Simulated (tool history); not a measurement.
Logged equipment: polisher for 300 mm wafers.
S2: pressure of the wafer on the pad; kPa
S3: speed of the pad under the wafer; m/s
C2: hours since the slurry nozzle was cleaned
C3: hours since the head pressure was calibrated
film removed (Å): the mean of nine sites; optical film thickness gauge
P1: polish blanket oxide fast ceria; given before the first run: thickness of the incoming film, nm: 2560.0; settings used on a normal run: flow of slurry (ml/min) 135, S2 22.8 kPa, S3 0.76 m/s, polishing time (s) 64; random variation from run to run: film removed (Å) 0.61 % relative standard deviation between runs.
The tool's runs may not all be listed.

run 1 hour=8.6 | flow_of_slurry_(ml/min)=135 S2=22.8 S3=0.76 polishing_time_(s)=64 | wafers_polished_on_this_pad=486 C2=336.7 C3=221.7 | film_removed_(Å)=9594.8
run 2 hour=17.9 | flow_of_slurry_(ml/min)=135 S2=22.8 S3=0.76 polishing_time_(s)=37 | wafers_polished_on_this_pad=578 C2=346 C3=231 | film_removed_(Å)=5512.3
run 3 hour=29.5 | flow_of_slurry_(ml/min)=135 S2=22.8 S3=1.08 polishing_time_(s)=64 | wafers_polished_on_this_pad=693 C2=357.6 C3=242.6 | film_removed_(Å)=13620
run 4 hour=39.4 | flow_of_slurry_(ml/min)=135 S2=22.8 S3=0.76 polishing_time_(s)=87 | wafers_polished_on_this_pad=791 C2=367.5 C3=252.5 | film_removed_(Å)=12947
run 5 hour=48.1 | flow_of_slurry_(ml/min)=80 S2=28.3 S3=0.76 polishing_time_(s)=64 | wafers_polished_on_this_pad=877 C2=376.2 C3=261.2 | film_removed_(Å)=10498
run 6 hour=57.6 | flow_of_slurry_(ml/min)=135 S2=10.3 S3=0.76 polishing_time_(s)=93 | wafers_polished_on_this_pad=972 C2=385.7 C3=270.7 | film_removed_(Å)=6345.1
run 7 hour=68.9 | flow_of_slurry_(ml/min)=135 S2=22.8 S3=0.76 polishing_time_(s)=64 | wafers_polished_on_this_pad=1084 C2=397 C3=282 | film_removed_(Å)=9483.1
run 8 hour=75.6 | flow_of_slurry_(ml/min)=210 S2=22.8 S3=0.76 polishing_time_(s)=64 | wafers_polished_on_this_pad=1150 C2=403.7 C3=288.7 | film_removed_(Å)=10232
run 9 hour=89.6 | flow_of_slurry_(ml/min)=135 S2=22.8 S3=0.76 polishing_time_(s)=64 | wafers_polished_on_this_pad=1289 C2=417.7 C3=302.7 | film_removed_(Å)=9451.5
run 10 hour=99 | flow_of_slurry_(ml/min)=135 S2=22.8 S3=0.76 polishing_time_(s)=64 | wafers_polished_on_this_pad=1382 C2=427.1 C3=312.1 | film_removed_(Å)=9625.6
run 11 hour=107.3 | flow_of_slurry_(ml/min)=135 S2=22.8 S3=0.76 polishing_time_(s)=64 | wafers_polished_on_this_pad=1464 C2=435.4 C3=320.4 | film_removed_(Å)=9584.3
run 12 hour=115.7 | flow_of_slurry_(ml/min)=135 S2=10.3 S3=0.76 polishing_time_(s)=64 | wafers_polished_on_this_pad=1547 C2=443.8 C3=328.8 | film_removed_(Å)=4323.2
run 13 hour=128.8 | flow_of_slurry_(ml/min)=135 S2=34.5 S3=0.76 polishing_time_(s)=64 | wafers_polished_on_this_pad=1677 C2=456.9 C3=341.9 | film_removed_(Å)=14495
run 14 hour=141 | flow_of_slurry_(ml/min)=80 S2=22.8 S3=0.76 polishing_time_(s)=64 | wafers_polished_on_this_pad=1798 C2=469.1 C3=354.1 | film_removed_(Å)=8435.2
run 15 hour=152.7 | flow_of_slurry_(ml/min)=135 S2=22.8 S3=0.56 polishing_time_(s)=64 | wafers_polished_on_this_pad=1914 C2=480.8 C3=365.8 | film_removed_(Å)=6941.3
run 16 hour=160.8 | flow_of_slurry_(ml/min)=135 S2=22.8 S3=0.76 polishing_time_(s)=64 | wafers_polished_on_this_pad=1994 C2=488.9 C3=373.9 | film_removed_(Å)=9612.2
run 17 hour=171.4 | flow_of_slurry_(ml/min)=135 S2=22.8 S3=0.76 polishing_time_(s)=64 | wafers_polished_on_this_pad=2099 C2=499.5 C3=384.5 | film_removed_(Å)=9304.7
run 18 hour=177.7 | flow_of_slurry_(ml/min)=135 S2=22.8 S3=0.76 polishing_time_(s)=64 | wafers_polished_on_this_pad=2162 C2=505.8 C3=390.8 | film_removed_(Å)=9205
run 19 hour=192 | flow_of_slurry_(ml/min)=135 S2=22.8 S3=0.76 polishing_time_(s)=64 | wafers_polished_on_this_pad=2304 C2=520.1 C3=405.1 | film_removed_(Å)=9088.9
run 20 hour=202.4 | flow_of_slurry_(ml/min)=135 S2=22.8 S3=0.76 polishing_time_(s)=64 | wafers_polished_on_this_pad=2407 C2=530.5 C3=415.5 | film_removed_(Å)=8967.6
run 21 hour=209.4 | flow_of_slurry_(ml/min)=135 S2=22.8 S3=0.76 polishing_time_(s)=64 | wafers_polished_on_this_pad=2476 C2=537.5 C3=422.5 | film_removed_(Å)=8975.4
-- hour=218.4 worn pad replaced by a new one
run 22 hour=222.1 | flow_of_slurry_(ml/min)=135 S2=22.8 S3=0.76 polishing_time_(s)=64 | wafers_polished_on_this_pad=37 C2=550.2 C3=435.2 | film_removed_(Å)=8964.3
run 23 hour=229.1 | flow_of_slurry_(ml/min)=135 S2=22.8 S3=0.76 polishing_time_(s)=64 | wafers_polished_on_this_pad=106 C2=557.2 C3=442.2 | film_removed_(Å)=8926.1
run 24 hour=242.5 | flow_of_slurry_(ml/min)=135 S2=22.8 S3=0.76 polishing_time_(s)=64 | wafers_polished_on_this_pad=239 C2=570.6 C3=455.6 | film_removed_(Å)=8800.4
run 25 hour=256.3 | flow_of_slurry_(ml/min)=135 S2=22.8 S3=0.76 polishing_time_(s)=64 | wafers_polished_on_this_pad=376 C2=584.4 C3=469.4 | film_removed_(Å)=8829.2
run 26 hour=269.5 | flow_of_slurry_(ml/min)=135 S2=22.8 S3=0.76 polishing_time_(s)=64 | wafers_polished_on_this_pad=506 C2=597.6 C3=482.6 | film_removed_(Å)=8908.5
run 27 hour=278.2 | flow_of_slurry_(ml/min)=135 S2=22.8 S3=0.76 polishing_time_(s)=64 | wafers_polished_on_this_pad=593 C2=606.3 C3=491.3 | film_removed_(Å)=8791.8

What P1 gives has crept off from where it sat before. The 2 causes that follow fit the log equally well, each at the size noted:
A: head's pressure below its setpoint, % = 7.74
B: slurry flow missing at the pad, % = 30.2
Onset of the creep was near hour 160.8.
Ruled out, with reasons:
removal rate lost through wear of the pad, %: serviced after onset, at hour 218.4, with no recovery of the prior output

The list below offers 4 check runs, each averaging the results of 5 wafers, and shows each result as a question mark. For which of them would the listed causes give clearly different results?
run check 1 hour=286.9 | flow_of_slurry_(ml/min)=195 S2=22.8 S3=0.76 polishing_time_(s)=64 | film_removed_(Å)=?
run check 2 hour=286.9 | flow_of_slurry_(ml/min)=135 S2=22.8 S3=0.96 polishing_time_(s)=86 | film_removed_(Å)=?
run check 3 hour=286.9 | flow_of_slurry_(ml/min)=135 S2=29 S3=0.76 polishing_time_(s)=84 | film_removed_(Å)=?
run check 4 hour=286.9 | flow_of_slurry_(ml/min)=135 S2=22.8 S3=1.04 polishing_time_(s)=64 | film_removed_(Å)=?

What every check run would give for each of its results, assuming each possible cause in turn:
check=check_1 result=film_removed_(Å) if_A=9350.7 if_B=9569
check=check_2 result=film_removed_(Å) if_A=14962 if_B=14964
check=check_3 result=film_removed_(Å) if_A=14725 if_B=14727
check=check_4 result=film_removed_(Å) if_A=12062 if_B=12064
Distance between the nearest two causes, measured in the result of the check that separates them most: check 1 2.31 %; check 2 0.02 %; check 3 0.02 %; check 4 0.02 %
Check 1 tells the causes apart: in the others they would give nearly the same result.

With check 1 done, the readings were: film removed (Å) 9583. Identify which of the listed causes applies.

The cause is B: slurry flow missing at the pad, %.
